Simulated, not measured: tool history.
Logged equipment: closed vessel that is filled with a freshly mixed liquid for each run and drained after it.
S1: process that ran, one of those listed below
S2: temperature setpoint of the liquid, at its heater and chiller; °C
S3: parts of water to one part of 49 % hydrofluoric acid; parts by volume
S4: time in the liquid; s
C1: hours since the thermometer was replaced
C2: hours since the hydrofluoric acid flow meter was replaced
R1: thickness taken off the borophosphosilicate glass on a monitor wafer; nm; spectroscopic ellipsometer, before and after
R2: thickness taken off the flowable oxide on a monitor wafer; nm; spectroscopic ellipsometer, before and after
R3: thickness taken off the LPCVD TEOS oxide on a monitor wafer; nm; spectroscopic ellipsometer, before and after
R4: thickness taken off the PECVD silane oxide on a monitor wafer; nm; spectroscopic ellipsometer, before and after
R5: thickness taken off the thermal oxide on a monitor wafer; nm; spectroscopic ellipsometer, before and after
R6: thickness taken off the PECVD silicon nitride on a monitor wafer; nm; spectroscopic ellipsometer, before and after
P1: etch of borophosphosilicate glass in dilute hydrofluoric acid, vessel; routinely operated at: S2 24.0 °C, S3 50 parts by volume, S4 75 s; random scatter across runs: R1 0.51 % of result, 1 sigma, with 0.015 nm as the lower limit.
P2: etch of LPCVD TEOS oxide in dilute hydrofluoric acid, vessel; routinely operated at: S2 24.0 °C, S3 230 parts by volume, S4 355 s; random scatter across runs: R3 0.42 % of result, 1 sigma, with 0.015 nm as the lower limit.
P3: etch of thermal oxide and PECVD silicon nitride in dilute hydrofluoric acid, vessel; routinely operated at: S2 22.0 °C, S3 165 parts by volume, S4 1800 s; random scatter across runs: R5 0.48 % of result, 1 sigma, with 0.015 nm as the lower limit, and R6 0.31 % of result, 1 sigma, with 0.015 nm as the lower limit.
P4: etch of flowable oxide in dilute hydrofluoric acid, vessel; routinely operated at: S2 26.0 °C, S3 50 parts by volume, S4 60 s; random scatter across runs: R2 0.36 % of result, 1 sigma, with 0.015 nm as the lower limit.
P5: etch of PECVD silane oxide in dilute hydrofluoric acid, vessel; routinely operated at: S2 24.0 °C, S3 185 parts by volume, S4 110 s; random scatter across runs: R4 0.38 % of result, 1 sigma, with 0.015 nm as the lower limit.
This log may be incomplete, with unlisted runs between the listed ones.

Run 1, hour 7.6: S1 P1, S2 24.0 °C, S3 50 parts by volume, S4 75 s; C1 696.7; C2 823.1. Result: R1 48.912 nm.
Run 2, hour 19.0: S1 P4, S2 26.0 °C, S3 50 parts by volume, S4 60 s; C1 708.1; C2 834.5. Result: R2 37.667 nm.
Run 3, hour 27.4: S1 P1, S2 31.0 °C, S3 50 parts by volume, S4 75 s; C1 716.5; C2 842.9. Result: R1 64.242 nm.
Run 4, hour 32.7: S1 P1, S2 24.0 °C, S3 50 parts by volume, S4 75 s; C1 721.8; C2 848.2. Result: R1 48.573 nm.
Run 5, hour 42.3: S1 P1, S2 24.0 °C, S3 85 parts by volume, S4 75 s; C1 731.4; C2 857.8. Result: R1 27.343 nm.
Run 6, hour 49.7: S1 P4, S2 26.0 °C, S3 50 parts by volume, S4 30 s; C1 738.8; C2 865.2. Result: R2 18.844 nm.
Run 7, hour 55.5: S1 P2, S2 24.0 °C, S3 230 parts by volume, S4 355 s; C1 744.6; C2 871.0. Result: R3 33.367 nm.
Run 8, hour 61.5: S1 P1, S2 24.0 °C, S3 50 parts by volume, S4 75 s; C1 750.6; C2 877.0. Result: R1 47.952 nm.
Run 9, hour 69.9: S1 P5, S2 24.0 °C, S3 185 parts by volume, S4 110 s; C1 759.0; C2 885.4. Result: R4 18.0580 nm.
Run 10, hour 78.2: S1 P3, S2 22.0 °C, S3 230 parts by volume, S4 1800 s; C1 767.3; C2 893.7. Result: R5 31.052 nm, R6 19.3610 nm.
Run 11, hour 87.8: S1 P1, S2 24.0 °C, S3 50 parts by volume, S4 75 s; C1 776.9; C2 903.3. Result: R1 48.863 nm.
Run 12, hour 94.7: S1 P5, S2 24.0 °C, S3 185 parts by volume, S4 110 s; C1 783.8; C2 910.2. Result: R4 18.1520 nm.
Run 13, hour 106.3: S1 P2, S2 19.0 °C, S3 230 parts by volume, S4 355 s; C1 795.4; C2 921.8. Result: R3 27.704 nm.
Run 14, hour 114.4: S1 P5, S2 24.0 °C, S3 80 parts by volume, S4 110 s; C1 803.5; C2 929.9. Result: R4 47.7840 nm.
Run 15, hour 120.7: S1 P1, S2 24.0 °C, S3 30 parts by volume, S4 75 s; C1 809.8; C2 936.2. Result: R1 83.424 nm.
Run 16, hour 126.9: S1 P1, S2 24.0 °C, S3 25 parts by volume, S4 120 s; C1 816.0; C2 942.4. Result: R1 160.260 nm.
Run 17, hour 133.3: S1 P5, S2 30.0 °C, S3 185 parts by volume, S4 110 s; C1 822.4; C2 948.8. Result: R4 22.5250 nm.
Run 18, hour 140.8: S1 P1, S2 24.0 °C, S3 50 parts by volume, S4 75 s; C1 829.9; C2 956.3. Result: R1 48.965 nm.
Run 19, hour 149.8: S1 P4, S2 31.5 °C, S3 50 parts by volume, S4 60 s; C1 838.9; C2 965.3. Result: R2 46.589 nm.
Run 20, hour 160.5: S1 P5, S2 24.0 °C, S3 185 parts by volume, S4 30 s; C1 849.6; C2 976.0. Result: R4 4.9476 nm.
Run 21, hour 166.2: S1 P1, S2 24.0 °C, S3 50 parts by volume, S4 75 s; C1 855.3; C2 981.7. Result: R1 48.590 nm.
Run 22, hour 175.6: S1 P1, S2 20.5 °C, S3 50 parts by volume, S4 75 s; C1 864.7; C2 991.1. Result: R1 42.000 nm.
Run 23, hour 186.1: S1 P4, S2 26.0 °C, S3 30 parts by volume, S4 60 s; C1 875.2; C2 1001.6. Result: R2 64.404 nm.
Run 24, hour 193.5: S1 P4, S2 26.0 °C, S3 50 parts by volume, S4 60 s; C1 882.6; C2 1009.0. Result: R2 37.533 nm.
Run 25, hour 203.9: S1 P2, S2 24.0 °C, S3 230 parts by volume, S4 355 s; C1 893.0; C2 1019.4. Result: R3 33.459 nm.
Run 26, hour 210.8: S1 P3, S2 22.0 °C, S3 165 parts by volume, S4 1800 s; C1 899.9; C2 1026.3. Result: R5 46.274 nm, R6 26.9270 nm.
Run 27, hour 219.0: S1 P2, S2 24.0 °C, S3 230 parts by volume, S4 535 s; C1 908.1; C2 1034.5. Result: R3 50.146 nm.
Run 28, hour 227.8: S1 P1, S2 24.0 °C, S3 50 parts by volume, S4 135 s; C1 916.9; C2 1043.3. Result: R1 87.512 nm.
Run 29, hour 237.0: S1 P2, S2 24.0 °C, S3 60 parts by volume, S4 355 s; C1 926.1; C2 1052.5. Result: R3 157.230 nm.
Run 30, hour 244.7: S1 P1, S2 24.0 °C, S3 50 parts by volume, S4 30 s; C1 933.8; C2 1060.2. Result: R1 19.449 nm.
Run 31, hour 255.8: S1 P3, S2 22.0 °C, S3 165 parts by volume, S4 555 s; C1 944.9; C2 1071.3. Result: R5 14.308 nm, R6 8.3245 nm.
Run 32, hour 264.9: S1 P3, S2 17.0 °C, S3 165 parts by volume, S4 1800 s; C1 954.0; C2 1080.4. Result: R5 38.087 nm, R6 19.3320 nm.
Run 33, hour 274.8: S1 P1, S2 24.0 °C, S3 70 parts by volume, S4 30 s; C1 963.9; C2 1090.3. Result: R1 13.511 nm.
Run 34, hour 284.6: S1 P1, S2 24.0 °C, S3 50 parts by volume, S4 75 s; C1 973.7; C2 1100.1. Result: R1 48.693 nm.
Run 35, hour 291.8: S1 P1, S2 24.0 °C, S3 50 parts by volume, S4 75 s; C1 980.9; C2 1107.3. Result: R1 49.806 nm.
Run 36, hour 301.0: S1 P1, S2 24.0 °C, S3 50 parts by volume, S4 75 s; C1 990.1; C2 1116.5. Result: R1 50.690 nm.
Run 37, hour 310.4: S1 P1, S2 24.0 °C, S3 50 parts by volume, S4 75 s; C1 999.5; C2 1125.9. Result: R1 51.205 nm.
Run 38, hour 317.6: S1 P1, S2 24.0 °C, S3 50 parts by volume, S4 75 s; C1 1006.7; C2 1133.1. Result: R1 51.061 nm.
Run 39, hour 324.7: S1 P1, S2 24.0 °C, S3 50 parts by volume, S4 75 s; C1 1013.8; C2 1140.2. Result: R1 51.599 nm.
Run 40, hour 332.9: S1 P1, S2 24.0 °C, S3 50 parts by volume, S4 75 s; C1 1022.0; C2 1148.4. Result: R1 51.433 nm.
Run 41, hour 339.5: S1 P1, S2 24.0 °C, S3 50 parts by volume, S4 75 s; C1 1028.6; C2 1155.0. Result: R1 51.512 nm.
Run 42, hour 350.1: S1 P1, S2 24.0 °C, S3 50 parts by volume, S4 75 s; C1 1039.2; C2 1165.6. Result: R1 52.005 nm.

The log shows P1 creeping away from where it was. Any of the 2 causes listed here, at the size stated for it, fits the log just as well as the others:
A: hydrofluoric acid flow above the setpoint (%) = 5.83
B: liquid hotter than its thermometer reads (K) = 1.48
The drift started at roughly hour 284.6.

Below are 4 check runs, each on a single wafer, with their results shown as question marks. Which of them would tell the listed causes apart, meaning the causes would give clearly different results under it?
Run check 1, hour 360.7: S1 P5, S2 24.0 °C, S3 100 parts by volume, S4 35 s. Result: R4 ?.
Run check 2, hour 360.7: S1 P4, S2 30.0 °C, S3 50 parts by volume, S4 60 s. Result: R2 ?.
Run check 3, hour 360.7: S1 P3, S2 22.0 °C, S3 225 parts by volume, S4 1800 s. Result: R5 ?, R6 ?.
Run check 4, hour 360.7: S1 P2, S2 24.0 °C, S3 85 parts by volume, S4 355 s. Result: R3 ?.

Predicted outcomes, by check and by cause:
  check  result     if A     if B
check 1      R4  12.5600  12.4950
check 2      R2   46.908   46.764
check 3      R5   34.395   33.899
check 3      R6  20.9960  21.8160
check 4      R3  113.700  113.290
Separation of the two closest causes in each check, using whichever result separates them best: check 1 0.52 %; check 2 0.31 %; check 3 3.83 %; check 4 0.36 %
The other checks would show nearly matching results whichever cause is true, so check 3 is the only one that separates the causes.

With check 3 done, the readings were: R5 34.346 nm; R6 21.1120 nm. Identify which of the listed causes applies.

The cause is A: hydrofluoric acid flow above the setpoint (%).
